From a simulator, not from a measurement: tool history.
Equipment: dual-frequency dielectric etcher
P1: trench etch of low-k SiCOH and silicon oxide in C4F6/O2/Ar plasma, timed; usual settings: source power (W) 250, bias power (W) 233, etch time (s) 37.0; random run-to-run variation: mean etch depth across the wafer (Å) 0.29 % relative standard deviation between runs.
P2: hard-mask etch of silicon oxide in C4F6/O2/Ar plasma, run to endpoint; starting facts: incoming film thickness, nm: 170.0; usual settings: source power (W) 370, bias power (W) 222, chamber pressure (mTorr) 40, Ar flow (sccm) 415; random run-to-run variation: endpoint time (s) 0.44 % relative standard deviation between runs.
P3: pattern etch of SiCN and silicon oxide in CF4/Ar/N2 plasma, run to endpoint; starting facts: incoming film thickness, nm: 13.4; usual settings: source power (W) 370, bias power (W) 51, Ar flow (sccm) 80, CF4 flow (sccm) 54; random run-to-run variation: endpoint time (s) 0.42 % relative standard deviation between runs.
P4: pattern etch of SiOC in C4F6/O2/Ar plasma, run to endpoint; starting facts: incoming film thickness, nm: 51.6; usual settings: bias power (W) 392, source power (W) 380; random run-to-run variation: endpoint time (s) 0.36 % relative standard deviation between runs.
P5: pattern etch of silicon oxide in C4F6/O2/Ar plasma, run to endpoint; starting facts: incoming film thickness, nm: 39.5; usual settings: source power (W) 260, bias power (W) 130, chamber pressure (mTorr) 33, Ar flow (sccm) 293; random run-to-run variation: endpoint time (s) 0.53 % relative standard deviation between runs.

run   hour  process that ran  source power (W)  bias power (W)  etch time (s)  chamber pressure (mTorr)  Ar flow (sccm)  CF4 flow (sccm)  mean etch depth across the wafer (Å)  endpoint time (s)
  1    9.3                P1               250             233           37.0                                                                                          1099.10
  2   18.8                P1               250             180           37.0                                                                                          1004.80
  3   25.4                P5               360             130                                       33             293                                                                    14.947
  4   30.7                P1               250             291           37.0                                                                                          1177.80
  5   35.4                P1               250             233           37.0                                                                                          1095.80
  6   40.9                P2               370             222                                       40             415                                                                    56.742
  7   48.4                P4               380             392                                                                                                                             18.867
  8   56.0                P5               260              80                                       33             293                                                                    19.430
  9   65.6                P3               370              51                                                       80               54                                                   20.617
 10   74.9                P3               480              51                                                       80               54                                                   16.305
 11   80.4                P2               500             222                                       40             415                                                                    50.426
 12   87.2                P1               250             233           37.0                                                                                          1100.50
 13   96.6                P1               250             233           37.0                                                                                          1105.10
 14  105.3                P3               370              51                                                       47               54                                                   18.910
 15  115.1                P3               370              51                                                       80               37                                                   21.792
 16  120.8                P4               270             392                                                                                                                             21.421
 17  127.5                P5               260             130                                       33             293                                                                    17.066
 18  135.4                P1               250             233           29.0                                                                                           861.70
 19  140.9                P5               260             130                                       44             293                                                                    17.750
 20  146.9                P1               320             233           37.0                                                                                          1201.90
 21  157.6                P1               250             233           37.0                                                                                          1099.90
 22  166.5                P3               370              37                                                       80               54                                                   22.446
 23  177.3                P4               380             392                                                                                                                             18.890
 24  184.3                P5               260             130                                       33             293                                                                    16.995
 25  193.4                P2               370             167                                       40             415                                                                    61.921
 26  200.1                P5               260             130                                       33             382                                                                    17.646
 27  207.7                P2               370             222                                       50             415                                                                    57.859
 28  218.4                P1               250             233           37.0                                                                                          1096.80
 29  225.5                P3               370              51                                                       80               54                                                   20.460
 30  232.6                P2               370             222                                       40             285                                                                    53.932
 31  239.4                P4               380             234                                                                                                                             22.617
 32  249.7                P1               250             233           50.0                                                                                          1490.30
 33  256.9                P1               160             233           37.0                                                                                           924.57
 34  264.7                P1               330             233           49.5                                                                                          1633.00
 35  270.3                P1               250             233           37.0                                                                                          1097.90
 36  276.4                P1               250             233           37.0                                                                                          1095.70
 37  283.8                P1               250             233           37.0                                                                                          1090.90
 38  294.2                P1               250             233           37.0                                                                                          1086.40
 39  302.7                P1               250             233           37.0                                                                                          1081.40
 40  308.9                P1               250             233           37.0                                                                                          1083.50
 41  314.7                P1               250             233           37.0                                                                                          1082.70
 42  325.4                P1               250             233           37.0                                                                                          1078.80
     333.1  -- wet clean of the chamber
 43  334.4                P1               250             233           37.0                                                                                          1079.30
 44  340.1                P1               250             233           37.0                                                                                          1084.90

Run 45 is up next; what results do you expect?
 45  349.3                P1               250             233           37.0                                                                                                ?

mean etch depth across the wafer (Å): 1084.80

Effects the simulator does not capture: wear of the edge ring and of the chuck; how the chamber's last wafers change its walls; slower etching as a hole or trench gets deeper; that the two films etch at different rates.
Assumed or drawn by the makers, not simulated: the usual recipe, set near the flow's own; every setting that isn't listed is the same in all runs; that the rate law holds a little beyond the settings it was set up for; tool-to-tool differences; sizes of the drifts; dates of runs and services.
